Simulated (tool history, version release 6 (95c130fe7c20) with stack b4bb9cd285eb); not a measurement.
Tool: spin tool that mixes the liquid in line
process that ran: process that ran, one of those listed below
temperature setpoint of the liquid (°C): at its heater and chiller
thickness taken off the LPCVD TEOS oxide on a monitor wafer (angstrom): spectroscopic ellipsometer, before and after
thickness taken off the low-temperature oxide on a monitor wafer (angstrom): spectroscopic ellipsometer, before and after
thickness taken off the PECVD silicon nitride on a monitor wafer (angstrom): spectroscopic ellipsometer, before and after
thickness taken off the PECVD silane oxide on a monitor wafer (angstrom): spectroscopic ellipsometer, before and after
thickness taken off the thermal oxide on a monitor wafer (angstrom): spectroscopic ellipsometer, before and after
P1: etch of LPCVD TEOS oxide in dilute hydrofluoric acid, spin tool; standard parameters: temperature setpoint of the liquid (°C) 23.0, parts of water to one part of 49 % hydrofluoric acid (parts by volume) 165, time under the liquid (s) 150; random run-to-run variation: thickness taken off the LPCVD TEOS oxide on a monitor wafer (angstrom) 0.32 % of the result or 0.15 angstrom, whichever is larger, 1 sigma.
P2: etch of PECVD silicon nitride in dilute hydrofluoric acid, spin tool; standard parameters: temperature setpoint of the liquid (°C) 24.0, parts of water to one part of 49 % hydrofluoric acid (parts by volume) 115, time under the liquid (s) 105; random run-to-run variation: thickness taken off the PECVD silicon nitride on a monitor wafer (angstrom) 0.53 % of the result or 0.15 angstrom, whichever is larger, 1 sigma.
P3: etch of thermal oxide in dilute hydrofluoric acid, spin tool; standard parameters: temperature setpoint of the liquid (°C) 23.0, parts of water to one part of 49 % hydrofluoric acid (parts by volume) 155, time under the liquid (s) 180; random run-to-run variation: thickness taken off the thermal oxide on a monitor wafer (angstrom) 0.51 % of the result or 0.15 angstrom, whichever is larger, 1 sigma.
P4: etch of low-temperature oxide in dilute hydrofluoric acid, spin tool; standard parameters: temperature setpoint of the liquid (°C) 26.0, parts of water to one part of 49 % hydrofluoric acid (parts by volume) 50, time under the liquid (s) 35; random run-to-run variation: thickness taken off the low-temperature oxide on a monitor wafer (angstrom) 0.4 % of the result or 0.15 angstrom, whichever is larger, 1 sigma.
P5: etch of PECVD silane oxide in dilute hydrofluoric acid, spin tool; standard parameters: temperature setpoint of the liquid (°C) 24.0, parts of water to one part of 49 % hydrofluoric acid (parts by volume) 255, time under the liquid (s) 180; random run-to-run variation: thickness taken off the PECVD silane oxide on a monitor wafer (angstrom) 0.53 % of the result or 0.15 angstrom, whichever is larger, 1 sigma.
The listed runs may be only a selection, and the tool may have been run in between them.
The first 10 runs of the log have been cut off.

| run | day | process that ran | temperature setpoint of the liquid (°C) | parts of water to one part of 49 % hydrofluoric acid (parts by volume) | time under the liquid (s) | hours since the thermometer was replaced | hours since the hydrofluoric acid flow meter was replaced | thickness taken off the LPCVD TEOS oxide on a monitor wafer (angstrom) | thickness taken off the low-temperature oxide on a monitor wafer (angstrom) | thickness taken off the PECVD silicon nitride on a monitor wafer (angstrom) | thickness taken off the PECVD silane oxide on a monitor wafer (angstrom) | thickness taken off the thermal oxide on a monitor wafer (angstrom) |
|---|---|---|---|---|---|---|---|---|---|---|---|---|
| 11 | 4.946 | P3 | 23.0 | 155 | 320 | 237.5 | 356.6 |  |  |  |  | 86.515 |
| 12 | 5.288 | P1 | 27.5 | 165 | 150 | 245.7 | 364.8 | 254.800 |  |  |  |  |
| 13 | 5.612 | P1 | 23.0 | 230 | 150 | 253.5 | 372.6 | 144.340 |  |  |  |  |
| 14 | 6.054 | P1 | 23.0 | 165 | 150 | 264.1 | 383.2 | 216.030 |  |  |  |  |
| 15 | 6.525 | P4 | 26.0 | 85 | 35 | 275.4 | 394.5 |  | 64.998 |  |  |  |
| 16 | 7.108 | P1 | 23.0 | 260 | 245 | 289.4 | 408.5 | 201.420 |  |  |  |  |
| 17 | 7.754 | P3 | 23.0 | 155 | 180 | 304.9 | 424.0 |  |  |  |  | 48.983 |
| 18 | 8.292 | P5 | 24.0 | 255 | 70 | 317.8 | 436.9 |  |  |  | 71.661 |  |
| 19 | 8.833 | P3 | 29.5 | 155 | 180 | 330.8 | 449.9 |  |  |  |  | 62.458 |
| 20 | 9.429 | P2 | 24.0 | 60 | 105 | 345.1 | 464.2 |  |  | 96.456 |  |  |
| 21 | 9.750 | P4 | 18.0 | 50 | 35 | 352.8 | 471.9 |  | 83.364 |  |  |  |
| 22 | 10.308 | P2 | 24.0 | 115 | 35 | 366.2 | 485.3 |  |  | 17.017 |  |  |
| 23 | 10.929 | P4 | 26.0 | 50 | 15 | 381.1 | 500.2 |  | 49.788 |  |  |  |
| 24 | 11.225 | P5 | 17.5 | 255 | 180 | 388.2 | 507.3 |  |  |  | 145.410 |  |
| 25 | 11.817 | P3 | 23.0 | 245 | 180 | 402.4 | 521.5 |  |  |  |  | 27.718 |
| 26 | 12.217 | P5 | 24.0 | 100 | 180 | 412.0 | 531.1 |  |  |  | 553.640 |  |
| 27 | 12.642 | P2 | 24.0 | 115 | 105 | 422.2 | 541.3 |  |  | 50.531 |  |  |
| 28 | 13.192 | P1 | 23.0 | 165 | 255 | 435.4 | 554.5 | 366.330 |  |  |  |  |

What will run 29 give?
| 29 | 13.738 | P1 | 23.0 | 60 | 150 | 448.5 | 567.6 | ? |  |  |  |  |

{"run 29": {"thickness taken off the LPCVD TEOS oxide on a monitor wafer (angstrom)": 670.48}}
